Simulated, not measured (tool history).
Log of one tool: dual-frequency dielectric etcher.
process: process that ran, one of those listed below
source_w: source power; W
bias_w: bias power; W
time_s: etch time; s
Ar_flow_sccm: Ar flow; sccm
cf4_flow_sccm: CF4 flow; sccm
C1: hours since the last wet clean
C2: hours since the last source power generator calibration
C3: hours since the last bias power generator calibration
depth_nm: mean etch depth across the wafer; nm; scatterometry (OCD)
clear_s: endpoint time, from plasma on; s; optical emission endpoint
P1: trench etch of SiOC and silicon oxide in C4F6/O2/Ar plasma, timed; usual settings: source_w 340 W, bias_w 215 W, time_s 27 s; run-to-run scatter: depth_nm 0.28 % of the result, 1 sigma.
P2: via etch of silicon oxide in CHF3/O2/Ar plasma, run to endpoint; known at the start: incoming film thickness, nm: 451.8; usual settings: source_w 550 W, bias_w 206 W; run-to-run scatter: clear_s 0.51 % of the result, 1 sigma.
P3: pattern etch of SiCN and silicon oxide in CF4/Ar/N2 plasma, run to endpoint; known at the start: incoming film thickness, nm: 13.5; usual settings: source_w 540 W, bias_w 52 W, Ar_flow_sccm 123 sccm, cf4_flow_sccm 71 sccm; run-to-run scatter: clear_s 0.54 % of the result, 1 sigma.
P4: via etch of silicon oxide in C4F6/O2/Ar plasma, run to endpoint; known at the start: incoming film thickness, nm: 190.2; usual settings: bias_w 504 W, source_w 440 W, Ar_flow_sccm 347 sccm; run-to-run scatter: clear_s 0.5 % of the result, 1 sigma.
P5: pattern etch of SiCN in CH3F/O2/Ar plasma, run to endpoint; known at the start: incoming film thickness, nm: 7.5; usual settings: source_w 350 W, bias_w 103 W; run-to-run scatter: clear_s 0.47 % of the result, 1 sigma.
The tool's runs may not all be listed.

{"run": 1, "day": 0.375, "process": "P1", "source_w": 340, "bias_w": 215, "time_s": 27, "C1": 442.4, "C2": 2605.3, "C3": 2144.9, "depth_nm": 52.418}
{"run": 2, "day": 0.7, "process": "P2", "source_w": 550, "bias_w": 206, "C1": 450.2, "C2": 2613.1, "C3": 2152.7, "clear_s": 222.79}
{"run": 3, "day": 1.112, "process": "P2", "source_w": 320, "bias_w": 206, "C1": 460.1, "C2": 2623, "C3": 2162.6, "clear_s": 273.69}
{"run": 4, "day": 1.338, "process": "P4", "source_w": 570, "bias_w": 504, "Ar_flow_sccm": 347, "C1": 465.5, "C2": 2628.4, "C3": 2168, "clear_s": 38.274}
{"run": 5, "day": 1.679, "process": "P1", "source_w": 440, "bias_w": 215, "time_s": 17, "C1": 473.7, "C2": 2636.6, "C3": 2176.2, "depth_nm": 36.51}
{"run": 6, "day": 1.921, "process": "P1", "source_w": 260, "bias_w": 215, "time_s": 27, "C1": 479.5, "C2": 2642.4, "C3": 2182, "depth_nm": 47.099}
{"run": 7, "day": 2.179, "process": "P1", "source_w": 340, "bias_w": 215, "time_s": 27, "C1": 485.7, "C2": 2648.6, "C3": 2188.2, "depth_nm": 52.547}
{"run": 8, "day": 2.458, "process": "P1", "source_w": 340, "bias_w": 215, "time_s": 27, "C1": 492.4, "C2": 2655.3, "C3": 2194.9, "depth_nm": 52.454}
{"run": 9, "day": 2.658, "process": "P4", "source_w": 440, "bias_w": 504, "Ar_flow_sccm": 235, "C1": 497.2, "C2": 2660.1, "C3": 2199.7, "clear_s": 40.587}
{"run": 10, "day": 2.992, "process": "P3", "source_w": 410, "bias_w": 52, "Ar_flow_sccm": 123, "cf4_flow_sccm": 71, "C1": 505.2, "C2": 2668.1, "C3": 2207.7, "clear_s": 19.864}
{"run": 11, "day": 3.254, "process": "P1", "source_w": 340, "bias_w": 215, "time_s": 35, "C1": 511.5, "C2": 2674.4, "C3": 2214, "depth_nm": 68.086}
{"run": 12, "day": 3.554, "process": "P3", "source_w": 540, "bias_w": 52, "Ar_flow_sccm": 123, "cf4_flow_sccm": 71, "C1": 518.7, "C2": 2681.6, "C3": 2221.2, "clear_s": 15.582}
{"run": 13, "day": 3.912, "process": "P1", "source_w": 340, "bias_w": 215, "time_s": 27, "C1": 527.3, "C2": 2690.2, "C3": 2229.8, "depth_nm": 52.826}
{"run": 14, "day": 4.158, "process": "P5", "source_w": 350, "bias_w": 103, "C1": 533.2, "C2": 2696.1, "C3": 2235.7, "clear_s": 18.488}
{"run": 15, "day": 4.362, "process": "P1", "source_w": 460, "bias_w": 215, "time_s": 33, "C1": 538.1, "C2": 2701, "C3": 2240.6, "depth_nm": 72.239}
{"run": 16, "day": 4.612, "process": "P1", "source_w": 340, "bias_w": 215, "time_s": 27, "C1": 544.1, "C2": 2707, "C3": 2246.6, "depth_nm": 52.366}
{"run": 17, "day": 4.962, "process": "P1", "source_w": 210, "bias_w": 282, "time_s": 27, "C1": 552.5, "C2": 2715.4, "C3": 2255, "depth_nm": 48.064}
{"day": 4.988, "done": "wet clean of the chamber"}
{"run": 18, "day": 5.188, "process": "P3", "source_w": 540, "bias_w": 52, "Ar_flow_sccm": 123, "cf4_flow_sccm": 100, "C1": 4.8, "C2": 2720.8, "C3": 2260.4, "clear_s": 14.579}
{"run": 19, "day": 5.4, "process": "P3", "source_w": 540, "bias_w": 36, "Ar_flow_sccm": 123, "cf4_flow_sccm": 71, "C1": 9.9, "C2": 2725.9, "C3": 2265.5, "clear_s": 17.356}
{"run": 20, "day": 5.767, "process": "P1", "source_w": 340, "bias_w": 215, "time_s": 19.5, "C1": 18.7, "C2": 2734.7, "C3": 2274.3, "depth_nm": 37.82}
{"run": 21, "day": 6.158, "process": "P4", "source_w": 440, "bias_w": 650, "Ar_flow_sccm": 347, "C1": 28.1, "C2": 2744.1, "C3": 2283.7, "clear_s": 38.899}
{"run": 22, "day": 6.488, "process": "P1", "source_w": 340, "bias_w": 156, "time_s": 27, "C1": 36, "C2": 2752, "C3": 2291.6, "depth_nm": 47.406}
{"day": 6.5, "done": "source power generator calibrated"}
{"run": 23, "day": 6.783, "process": "P3", "source_w": 540, "bias_w": 52, "Ar_flow_sccm": 123, "cf4_flow_sccm": 71, "C1": 43.1, "C2": 6.8, "C3": 2298.7, "clear_s": 15.623}
{"run": 24, "day": 7.038, "process": "P5", "source_w": 460, "bias_w": 103, "C1": 49.2, "C2": 12.9, "C3": 2304.8, "clear_s": 16.822}
{"run": 25, "day": 7.221, "process": "P1", "source_w": 340, "bias_w": 290, "time_s": 27, "C1": 53.6, "C2": 17.3, "C3": 2309.2, "depth_nm": 58.09}
{"run": 26, "day": 7.604, "process": "P3", "source_w": 540, "bias_w": 52, "Ar_flow_sccm": 72, "cf4_flow_sccm": 71, "C1": 62.8, "C2": 26.5, "C3": 2318.4, "clear_s": 14.248}
{"run": 27, "day": 7.908, "process": "P5", "source_w": 350, "bias_w": 123, "C1": 70.1, "C2": 33.8, "C3": 2325.7, "clear_s": 17.223}
{"run": 28, "day": 8.317, "process": "P2", "source_w": 550, "bias_w": 120, "C1": 79.9, "C2": 43.6, "C3": 2335.5, "clear_s": 271.05}
{"run": 29, "day": 8.712, "process": "P4", "source_w": 440, "bias_w": 504, "Ar_flow_sccm": 347, "C1": 89.4, "C2": 53.1, "C3": 2345, "clear_s": 42.641}
{"run": 30, "day": 8.975, "process": "P1", "source_w": 420, "bias_w": 215, "time_s": 27, "C1": 95.7, "C2": 59.4, "C3": 2351.3, "depth_nm": 56.899}
{"run": 31, "day": 9.267, "process": "P1", "source_w": 340, "bias_w": 215, "time_s": 27, "C1": 102.7, "C2": 66.4, "C3": 2358.3, "depth_nm": 52.099}
{"run": 32, "day": 9.542, "process": "P1", "source_w": 340, "bias_w": 215, "time_s": 27, "C1": 109.3, "C2": 73, "C3": 2364.9, "depth_nm": 52.614}
{"run": 33, "day": 9.821, "process": "P1", "source_w": 340, "bias_w": 215, "time_s": 27, "C1": 116, "C2": 79.7, "C3": 2371.6, "depth_nm": 52.741}
{"run": 34, "day": 10.188, "process": "P1", "source_w": 340, "bias_w": 215, "time_s": 27, "C1": 124.8, "C2": 88.5, "C3": 2380.4, "depth_nm": 52.979}
{"run": 35, "day": 10.396, "process": "P1", "source_w": 340, "bias_w": 215, "time_s": 27, "C1": 129.8, "C2": 93.5, "C3": 2385.4, "depth_nm": 52.856}
{"run": 36, "day": 10.804, "process": "P1", "source_w": 340, "bias_w": 215, "time_s": 27, "C1": 139.6, "C2": 103.3, "C3": 2395.2, "depth_nm": 53.366}
{"run": 37, "day": 11.108, "process": "P1", "source_w": 340, "bias_w": 215, "time_s": 27, "C1": 146.9, "C2": 110.6, "C3": 2402.5, "depth_nm": 53.154}
{"run": 38, "day": 11.508, "process": "P1", "source_w": 340, "bias_w": 215, "time_s": 27, "C1": 156.5, "C2": 120.2, "C3": 2412.1, "depth_nm": 53.26}
{"run": 39, "day": 11.725, "process": "P1", "source_w": 340, "bias_w": 215, "time_s": 27, "C1": 161.7, "C2": 125.4, "C3": 2417.3, "depth_nm": 53.072}
{"day": 11.829, "done": "wet clean of the chamber"}
{"run": 40, "day": 12.062, "process": "P1", "source_w": 340, "bias_w": 215, "time_s": 27, "C1": 5.7, "C2": 133.5, "C3": 2425.4, "depth_nm": 53.365}
{"run": 41, "day": 12.462, "process": "P1", "source_w": 340, "bias_w": 215, "time_s": 27, "C1": 15.3, "C2": 143.1, "C3": 2435, "depth_nm": 53.118}
{"run": 42, "day": 12.875, "process": "P1", "source_w": 340, "bias_w": 215, "time_s": 27, "C1": 25.2, "C2": 153, "C3": 2444.9, "depth_nm": 53.395}

What P1 gives has crept away from where it was. These 2 causes fit the log equally well, each at the size given:
A: source power that arrives over what is set, % = 3.7
B: bias power that arrives over what is set, % = 4.28
The creep began at about day 9.267.
Why every other cause is out:
chamber walls in a state that raises the etch rate, %: serviced at day 11.829, which brought nothing back

4 check runs are offered, each on 5 wafers whose results are averaged, their results left as question marks. Which one tells the causes apart?
{"run": "check 1", "day": 13.288, "process": "P4", "source_w": 560, "bias_w": 609, "Ar_flow_sccm": 347, "clear_s": "?"}
{"run": "check 2", "day": 13.288, "process": "P3", "source_w": 540, "bias_w": 52, "Ar_flow_sccm": 76, "cf4_flow_sccm": 89, "clear_s": "?"}
{"run": "check 3", "day": 13.288, "process": "P5", "source_w": 460, "bias_w": 103, "clear_s": "?"}
{"run": "check 4", "day": 13.288, "process": "P2", "source_w": 330, "bias_w": 135, "clear_s": "?"}

What each check would give under each cause:
check=check_1 result=clear_s if_A=35.688 if_B=35.597
check=check_2 result=clear_s if_A=13.464 if_B=13.747
check=check_3 result=clear_s if_A=16.632 if_B=16.592
check=check_4 result=clear_s if_A=309.26 if_B=309.28
How far apart the two closest causes lie, in the result that separates them most: check 1 0.25 %; check 2 2.08 %; check 3 0.24 %; check 4 0 %
Only check 2 tells the causes apart: in the others they would give nearly the same result.

Then check 2 was run and gave: clear_s 13.444 s. Which cause is it?

It is A: source power that arrives over what is set, %.

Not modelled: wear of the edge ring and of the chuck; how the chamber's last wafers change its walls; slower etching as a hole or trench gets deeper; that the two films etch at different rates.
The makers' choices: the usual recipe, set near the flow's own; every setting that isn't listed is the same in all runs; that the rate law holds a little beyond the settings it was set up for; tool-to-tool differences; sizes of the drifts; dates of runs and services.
